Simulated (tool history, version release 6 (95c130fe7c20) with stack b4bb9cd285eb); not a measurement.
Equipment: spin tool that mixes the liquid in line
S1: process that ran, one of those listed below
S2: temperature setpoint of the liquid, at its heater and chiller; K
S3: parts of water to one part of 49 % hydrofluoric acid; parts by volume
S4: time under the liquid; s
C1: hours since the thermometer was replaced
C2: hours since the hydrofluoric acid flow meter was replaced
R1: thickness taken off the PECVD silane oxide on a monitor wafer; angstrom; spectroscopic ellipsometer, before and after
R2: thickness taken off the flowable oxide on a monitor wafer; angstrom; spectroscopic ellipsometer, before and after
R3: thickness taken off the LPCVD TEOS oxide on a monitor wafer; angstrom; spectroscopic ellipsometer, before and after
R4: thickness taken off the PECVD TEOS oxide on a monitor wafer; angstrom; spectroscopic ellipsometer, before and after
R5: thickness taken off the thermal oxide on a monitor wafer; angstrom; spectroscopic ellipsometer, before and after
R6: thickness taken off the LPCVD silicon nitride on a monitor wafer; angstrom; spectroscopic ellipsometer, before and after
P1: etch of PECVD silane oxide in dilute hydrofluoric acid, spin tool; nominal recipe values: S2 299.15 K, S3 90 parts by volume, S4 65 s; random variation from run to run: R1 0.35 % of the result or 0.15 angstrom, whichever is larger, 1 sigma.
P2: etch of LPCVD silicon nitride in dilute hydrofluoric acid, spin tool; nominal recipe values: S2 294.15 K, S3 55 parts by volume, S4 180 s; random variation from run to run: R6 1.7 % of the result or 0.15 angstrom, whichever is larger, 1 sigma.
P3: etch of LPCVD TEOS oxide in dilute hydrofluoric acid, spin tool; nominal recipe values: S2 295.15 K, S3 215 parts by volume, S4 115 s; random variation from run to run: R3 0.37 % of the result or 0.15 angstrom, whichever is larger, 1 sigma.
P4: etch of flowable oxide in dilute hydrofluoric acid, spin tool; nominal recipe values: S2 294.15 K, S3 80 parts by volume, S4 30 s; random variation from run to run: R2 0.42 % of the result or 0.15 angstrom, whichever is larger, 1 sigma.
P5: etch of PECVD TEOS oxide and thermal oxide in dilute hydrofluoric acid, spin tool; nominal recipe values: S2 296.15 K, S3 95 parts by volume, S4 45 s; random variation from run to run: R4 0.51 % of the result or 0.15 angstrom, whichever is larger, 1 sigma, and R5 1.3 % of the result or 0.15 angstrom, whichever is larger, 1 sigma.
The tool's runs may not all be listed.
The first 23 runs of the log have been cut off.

{"run": 24, "day": 6.562, "S1": "P2", "S2": 294.15, "S3": 55, "S4": 180, "C1": 958.1, "C2": 840.8, "R6": 14.8}
{"run": 25, "day": 6.967, "S1": "P2", "S2": 294.15, "S3": 55, "S4": 180, "C1": 967.8, "C2": 850.5, "R6": 14.393}
{"run": 26, "day": 7.292, "S1": "P3", "S2": 295.15, "S3": 110, "S4": 115, "C1": 975.6, "C2": 858.3, "R3": 156.37}
{"run": 27, "day": 7.533, "S1": "P1", "S2": 299.15, "S3": 90, "S4": 65, "C1": 981.4, "C2": 864.1, "R1": 122.45}
{"run": 28, "day": 7.888, "S1": "P3", "S2": 295.15, "S3": 215, "S4": 15, "C1": 989.9, "C2": 872.6, "R3": 9.1351}
{"run": 29, "day": 8.2, "S1": "P5", "S2": 296.15, "S3": 95, "S4": 45, "C1": 997.4, "C2": 880.1, "R4": 77.499, "R5": 21.019}
{"run": 30, "day": 8.588, "S1": "P5", "S2": 301.65, "S3": 95, "S4": 45, "C1": 1006.7, "C2": 889.4, "R4": 97.548, "R5": 26.131}
{"run": 31, "day": 8.983, "S1": "P3", "S2": 295.15, "S3": 215, "S4": 115, "C1": 1016.2, "C2": 898.9, "R3": 71.682}
{"run": 32, "day": 9.275, "S1": "P1", "S2": 299.15, "S3": 90, "S4": 65, "C1": 1023.2, "C2": 905.9, "R1": 122.37}
{"run": 33, "day": 9.504, "S1": "P2", "S2": 299.65, "S3": 55, "S4": 180, "C1": 1028.7, "C2": 911.4, "R6": 20.498}
{"run": 34, "day": 9.846, "S1": "P1", "S2": 299.15, "S3": 90, "S4": 65, "C1": 1036.9, "C2": 919.6, "R1": 122.77}
{"run": 35, "day": 10.217, "S1": "P1", "S2": 299.15, "S3": 90, "S4": 65, "C1": 1045.8, "C2": 928.5, "R1": 127.67}
{"run": 36, "day": 10.442, "S1": "P1", "S2": 299.15, "S3": 90, "S4": 65, "C1": 1051.2, "C2": 933.9, "R1": 130.83}
{"run": 37, "day": 10.654, "S1": "P1", "S2": 299.15, "S3": 90, "S4": 65, "C1": 1056.3, "C2": 939, "R1": 131.81}
{"run": 38, "day": 10.879, "S1": "P1", "S2": 299.15, "S3": 90, "S4": 65, "C1": 1061.7, "C2": 944.4, "R1": 131.64}

For run 39, what comes out?
{"run": 39, "day": 11.208, "S1": "P1", "S2": 299.15, "S3": 90, "S4": 65, "C1": 1069.6, "C2": 952.3, "R1": "?"}

Run 39 gave R1 132.94 angstrom.

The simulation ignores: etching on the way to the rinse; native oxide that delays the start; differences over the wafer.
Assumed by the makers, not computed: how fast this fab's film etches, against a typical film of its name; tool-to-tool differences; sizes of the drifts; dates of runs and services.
